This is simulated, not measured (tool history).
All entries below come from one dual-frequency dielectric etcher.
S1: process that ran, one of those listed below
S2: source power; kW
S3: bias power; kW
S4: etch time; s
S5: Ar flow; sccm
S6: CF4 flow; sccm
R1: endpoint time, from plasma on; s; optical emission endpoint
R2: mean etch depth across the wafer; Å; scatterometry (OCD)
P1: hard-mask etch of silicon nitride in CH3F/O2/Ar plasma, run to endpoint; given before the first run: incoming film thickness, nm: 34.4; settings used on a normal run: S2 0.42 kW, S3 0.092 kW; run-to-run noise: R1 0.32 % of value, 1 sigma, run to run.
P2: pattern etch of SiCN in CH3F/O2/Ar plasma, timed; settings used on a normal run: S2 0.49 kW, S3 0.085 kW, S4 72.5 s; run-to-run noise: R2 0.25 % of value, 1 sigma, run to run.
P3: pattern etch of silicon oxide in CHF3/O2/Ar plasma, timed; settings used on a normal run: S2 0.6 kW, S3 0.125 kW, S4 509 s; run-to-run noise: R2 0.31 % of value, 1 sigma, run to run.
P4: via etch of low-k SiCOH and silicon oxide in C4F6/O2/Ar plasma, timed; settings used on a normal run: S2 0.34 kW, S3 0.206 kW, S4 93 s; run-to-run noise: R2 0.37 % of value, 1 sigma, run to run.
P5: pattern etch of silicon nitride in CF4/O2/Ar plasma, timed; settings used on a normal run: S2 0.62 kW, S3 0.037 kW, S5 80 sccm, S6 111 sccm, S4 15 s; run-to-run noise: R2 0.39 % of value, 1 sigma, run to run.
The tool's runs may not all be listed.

Run 1, hour 8.5: S1 P1, S2 0.42 kW, S3 0.092 kW. Result: R1 43.672 s.
Run 2, hour 25.7: S1 P2, S2 0.49 kW, S3 0.085 kW, S4 43 s. Result: R2 188.79 Å.
Run 3, hour 33.6: S1 P3, S2 0.6 kW, S3 0.171 kW, S4 509 s. Result: R2 10047 Å.
Run 4, hour 44.8: S1 P3, S2 0.78 kW, S3 0.125 kW, S4 509 s. Result: R2 10026 Å.
Run 5, hour 61.9: S1 P1, S2 0.42 kW, S3 0.092 kW. Result: R1 43.728 s.
Run 6, hour 73.7: S1 P5, S2 0.62 kW, S3 0.037 kW, S4 15 s, S5 80 sccm, S6 142 sccm. Result: R2 327.54 Å.
At hour 76.5: source power generator calibrated.
Run 7, hour 86: S1 P5, S2 0.62 kW, S3 0.037 kW, S4 8 s, S5 80 sccm, S6 111 sccm. Result: R2 168.94 Å.
Run 8, hour 100.1: S1 P1, S2 0.29 kW, S3 0.123 kW. Result: R1 44.618 s.
Run 9, hour 109.2: S1 P5, S2 0.62 kW, S3 0.037 kW, S4 15 s, S5 80 sccm, S6 111 sccm. Result: R2 316.9 Å.
Run 10, hour 119.1: S1 P4, S2 0.24 kW, S3 0.206 kW, S4 93 s. Result: R2 2138.7 Å.
Run 11, hour 136.4: S1 P2, S2 0.49 kW, S3 0.085 kW, S4 72.5 s. Result: R2 319.31 Å.
Run 12, hour 144.8: S1 P1, S2 0.42 kW, S3 0.059 kW. Result: R1 50.818 s.
Run 13, hour 154: S1 P1, S2 0.56 kW, S3 0.077 kW. Result: R1 41.506 s.
Run 14, hour 168.5: S1 P4, S2 0.34 kW, S3 0.206 kW, S4 126 s. Result: R2 3308.1 Å.
Run 15, hour 176.6: S1 P1, S2 0.54 kW, S3 0.113 kW. Result: R1 36.827 s.
Run 16, hour 185.8: S1 P1, S2 0.42 kW, S3 0.092 kW. Result: R1 43.711 s.
Run 17, hour 203: S1 P1, S2 0.42 kW, S3 0.092 kW. Result: R1 43.523 s.
Run 18, hour 214.1: S1 P4, S2 0.34 kW, S3 0.206 kW, S4 93 s. Result: R2 2434.2 Å.
Run 19, hour 225.5: S1 P5, S2 0.62 kW, S3 0.047 kW, S4 15 s, S5 80 sccm, S6 111 sccm. Result: R2 344.38 Å.
Run 20, hour 241.8: S1 P5, S2 0.75 kW, S3 0.037 kW, S4 15 s, S5 80 sccm, S6 111 sccm. Result: R2 374.49 Å.
Run 21, hour 254.7: S1 P5, S2 0.62 kW, S3 0.037 kW, S4 15 s, S5 58 sccm, S6 111 sccm. Result: R2 330.79 Å.
Run 22, hour 265.8: S1 P2, S2 0.49 kW, S3 0.085 kW, S4 72.5 s. Result: R2 317.63 Å.
Run 23, hour 281.9: S1 P4, S2 0.34 kW, S3 0.131 kW, S4 93 s. Result: R2 2106.4 Å.
Run 24, hour 295.2: S1 P3, S2 0.6 kW, S3 0.125 kW, S4 509 s. Result: R2 9056.3 Å.
Run 25, hour 306.1: S1 P1, S2 0.54 kW, S3 0.092 kW. Result: R1 39.642 s.
Run 26, hour 322.1: S1 P2, S2 0.49 kW, S3 0.104 kW, S4 72.5 s. Result: R2 341.66 Å.
Run 27, hour 339.1: S1 P1, S2 0.42 kW, S3 0.092 kW. Result: R1 43.558 s.
Run 28, hour 346.7: S1 P1, S2 0.42 kW, S3 0.13 kW. Result: R1 38.339 s.
Run 29, hour 357.1: S1 P1, S2 0.42 kW, S3 0.092 kW. Result: R1 43.492 s.
Run 30, hour 365.7: S1 P1, S2 0.26 kW, S3 0.092 kW. Result: R1 51.914 s.
Run 31, hour 383: S1 P1, S2 0.42 kW, S3 0.092 kW. Result: R1 43.872 s.
Run 32, hour 392.6: S1 P3, S2 0.6 kW, S3 0.125 kW, S4 509 s. Result: R2 9050.6 Å.
Run 33, hour 405.3: S1 P3, S2 0.6 kW, S3 0.125 kW, S4 638.5 s. Result: R2 11364 Å.
Run 34, hour 414: S1 P2, S2 0.35 kW, S3 0.085 kW, S4 72.5 s. Result: R2 279.91 Å.
Run 35, hour 427.8: S1 P1, S2 0.42 kW, S3 0.092 kW. Result: R1 43.817 s.
Run 36, hour 445.2: S1 P1, S2 0.42 kW, S3 0.092 kW. Result: R1 43.959 s.
Run 37, hour 460: S1 P1, S2 0.42 kW, S3 0.092 kW. Result: R1 44.188 s.
At hour 463.2: wet clean of the chamber.
Run 38, hour 470.3: S1 P1, S2 0.42 kW, S3 0.092 kW. Result: R1 44.182 s.
Run 39, hour 484.6: S1 P1, S2 0.42 kW, S3 0.092 kW. Result: R1 44.443 s.
Run 40, hour 492.2: S1 P1, S2 0.42 kW, S3 0.092 kW. Result: R1 44.168 s.
Run 41, hour 504.8: S1 P1, S2 0.42 kW, S3 0.092 kW. Result: R1 44.353 s.

P1 has crept away from where it was. The log is fitted equally well by each of these 2 causes, at the sizes shown:
A: source power that arrives under what is set, % = 4.23
B: bias power that arrives under what is set, % = 4.41
The gradual shift began around hour 427.8.
Excluded causes, each with its reason:
chamber walls in a state that lowers the etch rate, %: was serviced at hour 463.2, once the creep was under way, yet the earlier output never came back

You are offered 4 check runs, listed below with question marks in place of their results; each one averages 2 wafers. Which run separates the listed causes by giving clearly different results for each?
Run check 1, hour 517.4: S1 P5, S2 0.62 kW, S3 0.037 kW, S4 15 s, S5 80 sccm, S6 111 sccm. Result: R2 ?.
Run check 2, hour 517.4: S1 P3, S2 0.6 kW, S3 0.125 kW, S4 509 s. Result: R2 ?.
Run check 3, hour 517.4: S1 P4, S2 0.34 kW, S3 0.206 kW, S4 93 s. Result: R2 ?.
Run check 4, hour 517.4: S1 P2, S2 0.49 kW, S3 0.085 kW, S4 72.5 s. Result: R2 ?.

Check results expected under each cause:
  check  result    if A    if B
check 1      R2  305.76  313.05
check 2      R2  8905.3  8931.8
check 3      R2    2402  2406.6
check 4      R2  312.85  312.83
Per check, the gap between the least separated pair of causes, taken in the result that splits them most: check 1 2.36 %; check 2 0.3 %; check 3 0.19 %; check 4 0 %
Of the check runs offered, only check 1 discriminates between the causes; the rest would read about the same regardless of which cause applies.

Running check 1 produced the following: R2 314.93 Å. Which one of the listed causes fits?

B is the cause: bias power that arrives under what is set, %.
